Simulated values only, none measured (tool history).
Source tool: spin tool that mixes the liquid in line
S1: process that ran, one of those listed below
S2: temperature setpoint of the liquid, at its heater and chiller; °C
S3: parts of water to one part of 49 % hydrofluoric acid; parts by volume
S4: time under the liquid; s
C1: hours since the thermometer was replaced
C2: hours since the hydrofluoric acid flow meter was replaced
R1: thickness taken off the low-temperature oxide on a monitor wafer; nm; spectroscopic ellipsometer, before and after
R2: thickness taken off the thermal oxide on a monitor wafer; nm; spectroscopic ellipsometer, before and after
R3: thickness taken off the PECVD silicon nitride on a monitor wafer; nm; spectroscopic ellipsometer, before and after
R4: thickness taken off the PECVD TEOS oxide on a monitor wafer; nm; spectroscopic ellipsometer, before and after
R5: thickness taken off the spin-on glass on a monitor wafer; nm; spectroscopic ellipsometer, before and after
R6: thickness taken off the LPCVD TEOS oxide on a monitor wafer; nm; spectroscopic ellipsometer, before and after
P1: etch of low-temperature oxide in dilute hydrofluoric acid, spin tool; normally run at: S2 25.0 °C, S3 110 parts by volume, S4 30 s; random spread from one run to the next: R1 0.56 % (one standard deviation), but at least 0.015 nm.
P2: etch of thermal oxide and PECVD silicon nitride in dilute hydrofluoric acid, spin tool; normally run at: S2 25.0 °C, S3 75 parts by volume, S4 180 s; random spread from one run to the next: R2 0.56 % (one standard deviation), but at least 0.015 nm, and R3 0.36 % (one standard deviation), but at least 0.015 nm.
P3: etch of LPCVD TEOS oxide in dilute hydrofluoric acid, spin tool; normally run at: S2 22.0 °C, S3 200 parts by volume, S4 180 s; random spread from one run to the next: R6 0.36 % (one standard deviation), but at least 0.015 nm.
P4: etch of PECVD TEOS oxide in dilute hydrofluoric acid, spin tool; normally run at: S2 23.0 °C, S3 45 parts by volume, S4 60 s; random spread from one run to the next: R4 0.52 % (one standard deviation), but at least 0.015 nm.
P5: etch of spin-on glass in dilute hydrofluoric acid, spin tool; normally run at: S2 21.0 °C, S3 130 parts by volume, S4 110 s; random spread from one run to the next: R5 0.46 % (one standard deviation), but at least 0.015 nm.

{"run": 1, "hour": 15.2, "S1": "P1", "S2": 25.0, "S3": 110, "S4": 30, "C1": 351.6, "C2": 384.3, "R1": 9.7954}
{"run": 2, "hour": 25.9, "S1": "P2", "S2": 17.0, "S3": 75, "S4": 180, "C1": 362.3, "C2": 395.0, "R2": 9.4337, "R3": 5.2669}
{"run": 3, "hour": 38.5, "S1": "P1", "S2": 25.0, "S3": 110, "S4": 30, "C1": 374.9, "C2": 407.6, "R1": 9.8077}
{"run": 4, "hour": 50.5, "S1": "P4", "S2": 23.0, "S3": 60, "S4": 60, "C1": 386.9, "C2": 419.6, "R4": 25.8}
{"run": 5, "hour": 63.4, "S1": "P2", "S2": 25.0, "S3": 75, "S4": 15, "C1": 399.8, "C2": 432.5, "R2": 1.1063, "R3": 0.7615}
{"run": 6, "hour": 70.7, "S1": "P1", "S2": 25.0, "S3": 110, "S4": 50, "C1": 407.1, "C2": 439.8, "R1": 16.666}
{"run": 7, "hour": 78.4, "S1": "P5", "S2": 21.0, "S3": 230, "S4": 110, "C1": 414.8, "C2": 447.5, "R5": 7.9118}
{"run": 8, "hour": 85.2, "S1": "P1", "S2": 25.0, "S3": 110, "S4": 15, "C1": 421.6, "C2": 454.3, "R1": 4.9427}
{"run": 9, "hour": 99.7, "S1": "P3", "S2": 17.0, "S3": 200, "S4": 180, "C1": 436.1, "C2": 468.8, "R6": 33.76}
{"run": 10, "hour": 108.3, "S1": "P1", "S2": 29.5, "S3": 150, "S4": 30, "C1": 444.7, "C2": 477.4, "R1": 8.1241}
{"run": 11, "hour": 118.4, "S1": "P3", "S2": 22.0, "S3": 200, "S4": 315, "C1": 454.8, "C2": 487.5, "R6": 71.473}
{"run": 12, "hour": 126.7, "S1": "P5", "S2": 28.0, "S3": 130, "S4": 110, "C1": 463.1, "C2": 495.8, "R5": 20.276}
{"run": 13, "hour": 136.0, "S1": "P1", "S2": 25.0, "S3": 110, "S4": 30, "C1": 472.4, "C2": 505.1, "R1": 9.7266}
{"run": 14, "hour": 145.3, "S1": "P5", "S2": 21.0, "S3": 130, "S4": 40, "C1": 481.7, "C2": 514.4, "R5": 5.6864}
{"run": 15, "hour": 157.4, "S1": "P1", "S2": 25.0, "S3": 70, "S4": 30, "C1": 493.8, "C2": 526.5, "R1": 16.429}
{"run": 16, "hour": 168.1, "S1": "P4", "S2": 18.0, "S3": 45, "S4": 60, "C1": 504.5, "C2": 537.2, "R4": 28.443}
{"run": 17, "hour": 180.9, "S1": "P5", "S2": 21.0, "S3": 130, "S4": 110, "C1": 517.3, "C2": 550.0, "R5": 15.664}
{"run": 18, "hour": 194.6, "S1": "P1", "S2": 31.5, "S3": 110, "S4": 30, "C1": 531.0, "C2": 563.7, "R1": 12.588}
{"run": 19, "hour": 204.9, "S1": "P4", "S2": 23.0, "S3": 45, "S4": 60, "C1": 541.3, "C2": 574.0, "R4": 35.544}
{"run": 20, "hour": 218.2, "S1": "P1", "S2": 25.0, "S3": 110, "S4": 30, "C1": 554.6, "C2": 587.3, "R1": 9.8077}
{"run": 21, "hour": 233.0, "S1": "P1", "S2": 18.5, "S3": 110, "S4": 30, "C1": 569.4, "C2": 602.1, "R1": 7.5065}
{"run": 22, "hour": 247.2, "S1": "P3", "S2": 22.0, "S3": 200, "S4": 180, "C1": 583.6, "C2": 616.3, "R6": 41.014}
{"run": 23, "hour": 255.0, "S1": "P1", "S2": 25.0, "S3": 200, "S4": 30, "C1": 591.4, "C2": 624.1, "R1": 4.8979}
{"run": 24, "hour": 263.1, "S1": "P2", "S2": 25.0, "S3": 110, "S4": 180, "C1": 599.5, "C2": 632.2, "R2": 8.7151, "R3": 6.2605}
{"run": 25, "hour": 276.1, "S1": "P1", "S2": 25.0, "S3": 110, "S4": 30, "C1": 612.5, "C2": 645.2, "R1": 9.9413}
{"run": 26, "hour": 286.7, "S1": "P2", "S2": 25.0, "S3": 75, "S4": 180, "C1": 623.1, "C2": 655.8, "R2": 13.271, "R3": 9.073}
{"run": 27, "hour": 293.8, "S1": "P1", "S2": 25.0, "S3": 110, "S4": 30, "C1": 630.2, "C2": 662.9, "R1": 9.8045}
{"run": 28, "hour": 308.9, "S1": "P1", "S2": 25.0, "S3": 110, "S4": 30, "C1": 645.3, "C2": 678.0, "R1": 9.8679}
{"run": 29, "hour": 315.7, "S1": "P4", "S2": 23.0, "S3": 45, "S4": 90, "C1": 652.1, "C2": 684.8, "R4": 53.064}
{"run": 30, "hour": 328.5, "S1": "P2", "S2": 25.0, "S3": 75, "S4": 180, "C1": 664.9, "C2": 697.6, "R2": 13.322, "R3": 9.1267}
{"run": 31, "hour": 343.7, "S1": "P3", "S2": 22.0, "S3": 85, "S4": 180, "C1": 680.1, "C2": 712.8, "R6": 109.8}
{"run": 32, "hour": 353.0, "S1": "P4", "S2": 23.0, "S3": 45, "S4": 60, "C1": 689.4, "C2": 722.1, "R4": 35.526}
{"run": 33, "hour": 364.1, "S1": "P1", "S2": 25.0, "S3": 110, "S4": 30, "C1": 700.5, "C2": 733.2, "R1": 9.8723}
{"run": 34, "hour": 374.0, "S1": "P1", "S2": 25.0, "S3": 110, "S4": 30, "C1": 710.4, "C2": 743.1, "R1": 10.074}
{"run": 35, "hour": 385.0, "S1": "P1", "S2": 25.0, "S3": 110, "S4": 30, "C1": 721.4, "C2": 754.1, "R1": 10.354}
{"run": 36, "hour": 396.3, "S1": "P1", "S2": 25.0, "S3": 110, "S4": 30, "C1": 732.7, "C2": 765.4, "R1": 10.387}
{"run": 37, "hour": 411.4, "S1": "P1", "S2": 25.0, "S3": 110, "S4": 30, "C1": 747.8, "C2": 780.5, "R1": 10.531}
{"run": 38, "hour": 422.1, "S1": "P1", "S2": 25.0, "S3": 110, "S4": 30, "C1": 758.5, "C2": 791.2, "R1": 10.567}
{"run": 39, "hour": 431.8, "S1": "P1", "S2": 25.0, "S3": 110, "S4": 30, "C1": 768.2, "C2": 800.9, "R1": 10.641}

P1 has crept away from where it was. The log is fitted equally well by each of these 2 causes, at the sizes shown:
A: hydrofluoric acid flow above the setpoint (%) = 6.23
B: liquid hotter than its thermometer reads (K) = 1.78
At approximately hour 364.1, the process output began to creep.

Which of the 4 check runs listed below separates the causes, so that each cause would produce a clearly different result? Each run uses one wafer, and its results are marked with question marks.
{"run": "check 1", "hour": 441.5, "S1": "P5", "S2": 21.0, "S3": 130, "S4": 110, "R5": "?"}
{"run": "check 2", "hour": 441.5, "S1": "P4", "S2": 23.0, "S3": 45, "S4": 60, "R4": "?"}
{"run": "check 3", "hour": 441.5, "S1": "P3", "S2": 22.0, "S3": 200, "S4": 180, "R6": "?"}
{"run": "check 4", "hour": 441.5, "S1": "P2", "S2": 25.0, "S3": 75, "S4": 180, "R2": "?", "R3": "?"}

What every check run would give for each of its results, assuming each possible cause in turn:
check=check_1 result=R5 if_A=16.7800 if_B=16.8080
check=check_2 result=R4 if_A=37.596 if_B=37.964
check=check_3 result=R6 if_A=44.031 if_B=43.768
check=check_4 result=R2 if_A=14.2040 if_B=14.2670
check=check_4 result=R3 if_A=9.6634 if_B=10.2330
Minimum pairwise separation of causes per check, each pair taken at its best-separating result: check 1 0.16 %; check 2 0.97 %; check 3 0.6 %; check 4 5.73 %
Check 4 tells the causes apart: in the others they would give nearly the same result.

Then check 4 was run and gave: R2 14.3700 nm; R3 10.2610 nm. Which cause is it?

B is the cause: liquid hotter than its thermometer reads (K).
